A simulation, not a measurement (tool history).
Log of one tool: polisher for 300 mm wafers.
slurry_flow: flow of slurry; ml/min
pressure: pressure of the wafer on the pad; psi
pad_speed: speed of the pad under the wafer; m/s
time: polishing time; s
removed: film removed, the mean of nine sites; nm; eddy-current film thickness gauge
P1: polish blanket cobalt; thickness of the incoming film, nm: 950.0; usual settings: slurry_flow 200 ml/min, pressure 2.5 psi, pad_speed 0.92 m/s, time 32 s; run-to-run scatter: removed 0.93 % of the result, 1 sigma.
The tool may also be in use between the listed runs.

run	hour	slurry_flow	pressure	pad_speed	time	wafers polished on this pad	hours since the slurry nozzle was cleaned	hours since the head pressure was calibrated	removed
1	4.9	200	2.5	0.92	32	673	262.5	446.5	211.39
2	13.5	200	2.5	1.4	32	813	271.1	455.1	322.25
3	20.2	200	2.5	0.92	32	922	277.8	461.8	211.21
4	26.8	200	2.5	0.92	46	1029	284.4	468.4	306.78
5	35	200	2.5	0.92	32	1162	292.6	476.6	211.74
6	39.8	300	1.1	0.92	32	1240	297.4	481.4	98.399
7	46.3	120	2.5	0.92	32	1346	303.9	487.9	192.28
8	51.9	200	1.4	0.92	32	1437	309.5	493.5	119.16
9	59.9	200	2.5	0.92	32	1567	317.5	501.5	214.81
10	65.7	200	3.8	0.92	32	1661	323.3	507.3	319.66
11	74.5	200	2.5	0.44	32	1804	332.1	516.1	103.26
12	80.1	250	3.6	0.92	32	1895	337.7	521.7	313.32
13	88.6	310	2.5	0.92	32	2033	346.2	530.2	224.65
14	93.4	200	2.5	0.92	32	2111	351	535	210.75
15	100.8	200	2.5	0.92	14	2231	358.4	542.4	93.21
16	105.6	200	1.7	1.24	32	2310	363.2	547.2	194.01
17	114.8	200	2.5	0.92	32	2459	372.4	556.4	210.57
18	120.7	200	2.5	0.92	32	2555	378.3	562.3	206.81
19	126	200	2.5	0.92	32	2641	383.6	567.6	202
20	132.8	200	2.5	0.92	32	2752	390.4	574.4	202.22
21	139.2	200	2.5	0.92	32	2856	396.8	580.8	198.72
22	147.9	200	2.5	0.92	32	2997	405.5	589.5	196.94
# hour 151.7: worn pad replaced by a new one
23	157	200	2.5	0.92	32	87	414.6	598.6	197
24	165	200	2.5	0.92	32	217	422.6	606.6	199.85

What P1 gives has crept away from where it was. These 2 causes fit the log equally well, each at the size given:
A: head's pressure below its setpoint, % = 6.81
B: slurry flow missing at the pad, % = 35.2
The creep began at about hour 114.8.
Why every other cause is out:
removal rate lost through wear of the pad, %: serviced at hour 151.7, which brought nothing back

4 check runs are offered, each on 3 wafers whose results are averaged, their results left as question marks. Which one tells the causes apart?
check 1	173	200	1.6	0.92	19				?
check 2	173	200	2.5	0.92	45				?
check 3	173	120	2.5	0.92	21				?
check 4	173	200	2.5	1.38	17				?

What each check would give under each cause:
check	result	if A	if B
check 1	removed	74.995	74.992
check 2	removed	277.53	277.52
check 3	removed	118.81	114
check 4	removed	157.27	157.26
How far apart the two closest causes lie, in the result that separates them most: check 1 0 %; check 2 0 %; check 3 4.13 %; check 4 0 %
Only check 3 tells the causes apart: in the others they would give nearly the same result.

Then check 3 was run and gave: removed 118.53 nm. Which cause is it?

It is A: head's pressure below its setpoint, %.
